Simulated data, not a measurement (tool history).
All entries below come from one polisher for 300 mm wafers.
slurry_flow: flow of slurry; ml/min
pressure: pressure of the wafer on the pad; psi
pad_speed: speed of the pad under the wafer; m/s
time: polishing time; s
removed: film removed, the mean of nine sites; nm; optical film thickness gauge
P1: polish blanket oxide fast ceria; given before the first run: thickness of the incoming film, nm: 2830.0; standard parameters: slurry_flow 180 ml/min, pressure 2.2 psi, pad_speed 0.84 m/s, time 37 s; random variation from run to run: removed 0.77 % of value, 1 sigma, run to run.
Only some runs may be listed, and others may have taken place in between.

Run 1, hour 5.6: slurry_flow 180 ml/min, pressure 2.2 psi, pad_speed 0.84 m/s, time 37 s. Result: removed 357.87 nm.
Run 2, hour 10.6: slurry_flow 250 ml/min, pressure 2.2 psi, pad_speed 0.84 m/s, time 37 s. Result: removed 366.96 nm.
Run 3, hour 13.6: slurry_flow 180 ml/min, pressure 2.2 psi, pad_speed 0.84 m/s, time 37 s. Result: removed 357.68 nm.
Run 4, hour 18.5: slurry_flow 180 ml/min, pressure 2.2 psi, pad_speed 0.84 m/s, time 37 s. Result: removed 361.29 nm.
Run 5, hour 22.6: slurry_flow 180 ml/min, pressure 1.5 psi, pad_speed 0.84 m/s, time 37 s. Result: removed 242.54 nm.
Run 6, hour 26.1: slurry_flow 110 ml/min, pressure 2.2 psi, pad_speed 0.84 m/s, time 37 s. Result: removed 320.86 nm.
Run 7, hour 29.7: slurry_flow 180 ml/min, pressure 2.2 psi, pad_speed 0.84 m/s, time 37 s. Result: removed 355.76 nm.
Run 8, hour 32.4: slurry_flow 180 ml/min, pressure 2.2 psi, pad_speed 0.84 m/s, time 37 s. Result: removed 354.01 nm.
Run 9, hour 37.5: slurry_flow 180 ml/min, pressure 2.2 psi, pad_speed 0.84 m/s, time 19 s. Result: removed 183.09 nm.
Run 10, hour 42.4: slurry_flow 180 ml/min, pressure 2.2 psi, pad_speed 0.84 m/s, time 59 s. Result: removed 566.20 nm.
Run 11, hour 47.8: slurry_flow 180 ml/min, pressure 2.2 psi, pad_speed 1.32 m/s, time 37 s. Result: removed 554.65 nm.
At hour 50.3: slurry nozzle cleaned.
Run 12, hour 52.4: slurry_flow 180 ml/min, pressure 2.2 psi, pad_speed 0.84 m/s, time 37 s. Result: removed 358.79 nm.
Run 13, hour 56.9: slurry_flow 180 ml/min, pressure 3.5 psi, pad_speed 0.84 m/s, time 37 s. Result: removed 570.00 nm.
Run 14, hour 61.2: slurry_flow 180 ml/min, pressure 2.2 psi, pad_speed 0.84 m/s, time 37 s. Result: removed 356.04 nm.
Run 15, hour 65.6: slurry_flow 180 ml/min, pressure 2.2 psi, pad_speed 1.06 m/s, time 48 s. Result: removed 580.33 nm.
Run 16, hour 68.9: slurry_flow 180 ml/min, pressure 2.2 psi, pad_speed 0.38 m/s, time 37 s. Result: removed 161.19 nm.
Run 17, hour 73.6: slurry_flow 180 ml/min, pressure 2.2 psi, pad_speed 0.84 m/s, time 37 s. Result: removed 356.58 nm.
Run 18, hour 79.0: slurry_flow 180 ml/min, pressure 2.2 psi, pad_speed 0.84 m/s, time 37 s. Result: removed 348.26 nm.
Run 19, hour 84.4: slurry_flow 180 ml/min, pressure 2.2 psi, pad_speed 0.84 m/s, time 37 s. Result: removed 340.75 nm.
Run 20, hour 87.6: slurry_flow 180 ml/min, pressure 2.2 psi, pad_speed 0.84 m/s, time 37 s. Result: removed 344.33 nm.
At hour 88.3: worn pad replaced by a new one.
Run 21, hour 91.4: slurry_flow 180 ml/min, pressure 2.2 psi, pad_speed 0.84 m/s, time 37 s. Result: removed 335.90 nm.
Run 22, hour 94.5: slurry_flow 180 ml/min, pressure 2.2 psi, pad_speed 0.84 m/s, time 37 s. Result: removed 340.62 nm.
Run 23, hour 99.7: slurry_flow 180 ml/min, pressure 2.2 psi, pad_speed 0.84 m/s, time 37 s. Result: removed 334.34 nm.
Run 24, hour 103.4: slurry_flow 180 ml/min, pressure 2.2 psi, pad_speed 0.84 m/s, time 37 s. Result: removed 335.69 nm.

Run 25 is up next; what results do you expect?
Run 25, hour 106.3: slurry_flow 180 ml/min, pressure 2.2 psi, pad_speed 0.84 m/s, time 37 s. Result: removed ?.

Run 25 yielded removed 340.55 nm.
